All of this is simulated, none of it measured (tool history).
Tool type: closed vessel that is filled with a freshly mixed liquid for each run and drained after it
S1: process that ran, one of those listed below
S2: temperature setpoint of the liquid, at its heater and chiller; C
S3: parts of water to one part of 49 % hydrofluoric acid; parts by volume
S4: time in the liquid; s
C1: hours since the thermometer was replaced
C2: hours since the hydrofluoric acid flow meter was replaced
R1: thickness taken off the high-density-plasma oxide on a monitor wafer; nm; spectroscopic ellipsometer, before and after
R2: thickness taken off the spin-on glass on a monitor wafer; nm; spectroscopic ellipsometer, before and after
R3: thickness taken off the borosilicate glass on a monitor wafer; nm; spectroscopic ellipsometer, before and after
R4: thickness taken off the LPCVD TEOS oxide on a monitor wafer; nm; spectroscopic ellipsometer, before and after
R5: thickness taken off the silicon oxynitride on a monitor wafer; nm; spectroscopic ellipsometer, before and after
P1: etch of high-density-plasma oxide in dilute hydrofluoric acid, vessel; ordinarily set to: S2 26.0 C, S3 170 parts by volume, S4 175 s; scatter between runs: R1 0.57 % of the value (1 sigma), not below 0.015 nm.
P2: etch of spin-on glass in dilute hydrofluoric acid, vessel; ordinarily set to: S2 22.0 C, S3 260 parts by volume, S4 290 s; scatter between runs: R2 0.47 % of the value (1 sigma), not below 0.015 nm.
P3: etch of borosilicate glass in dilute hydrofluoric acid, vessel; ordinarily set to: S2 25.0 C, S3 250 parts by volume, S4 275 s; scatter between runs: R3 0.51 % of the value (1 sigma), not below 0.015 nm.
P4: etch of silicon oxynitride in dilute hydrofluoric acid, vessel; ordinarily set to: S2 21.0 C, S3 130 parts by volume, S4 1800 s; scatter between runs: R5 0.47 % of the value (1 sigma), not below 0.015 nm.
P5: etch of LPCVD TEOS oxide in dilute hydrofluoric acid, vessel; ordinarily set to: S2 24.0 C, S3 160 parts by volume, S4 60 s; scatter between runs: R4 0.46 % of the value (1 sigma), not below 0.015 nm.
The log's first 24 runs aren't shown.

run 25 day=13.462 | S1=P3 S2=25.0 S3=250 S4=275 | C1=487.3 C2=735.3 | R3=23.4740
run 26 day=13.879 | S1=P4 S2=21.0 S3=130 S4=1800 | C1=497.3 C2=745.3 | R5=17.446
run 27 day=14.338 | S1=P4 S2=28.5 S3=130 S4=1800 | C1=508.3 C2=756.3 | R5=24.626
run 28 day=14.867 | S1=P1 S2=26.0 S3=250 S4=175 | C1=521.0 C2=769.0 | R1=3.1442
run 29 day=15.558 | S1=P3 S2=25.0 S3=250 S4=65 | C1=537.6 C2=785.6 | R3=5.6043
run 30 day=16.079 | S1=P1 S2=26.0 S3=45 S4=175 | C1=550.1 C2=798.1 | R1=22.6210
run 31 day=16.421 | S1=P1 S2=26.0 S3=170 S4=175 | C1=558.3 C2=806.3 | R1=5.1094
run 32 day=16.742 | S1=P1 S2=26.0 S3=170 S4=175 | C1=566.0 C2=814.0 | R1=4.9908
run 33 day=17.217 | S1=P1 S2=26.0 S3=170 S4=175 | C1=577.4 C2=825.4 | R1=4.8924
run 34 day=17.683 | S1=P1 S2=26.0 S3=170 S4=175 | C1=588.6 C2=836.6 | R1=4.8674
run 35 day=18.258 | S1=P1 S2=26.0 S3=170 S4=175 | C1=602.4 C2=850.4 | R1=4.7794
run 36 day=18.758 | S1=P1 S2=26.0 S3=170 S4=175 | C1=614.4 C2=862.4 | R1=4.7446

What will run 37 give?
run 37 day=19.358 | S1=P1 S2=26.0 S3=170 S4=175 | C1=628.8 C2=876.8 | R1=?

Run 37 gave R1 4.7339 nm.
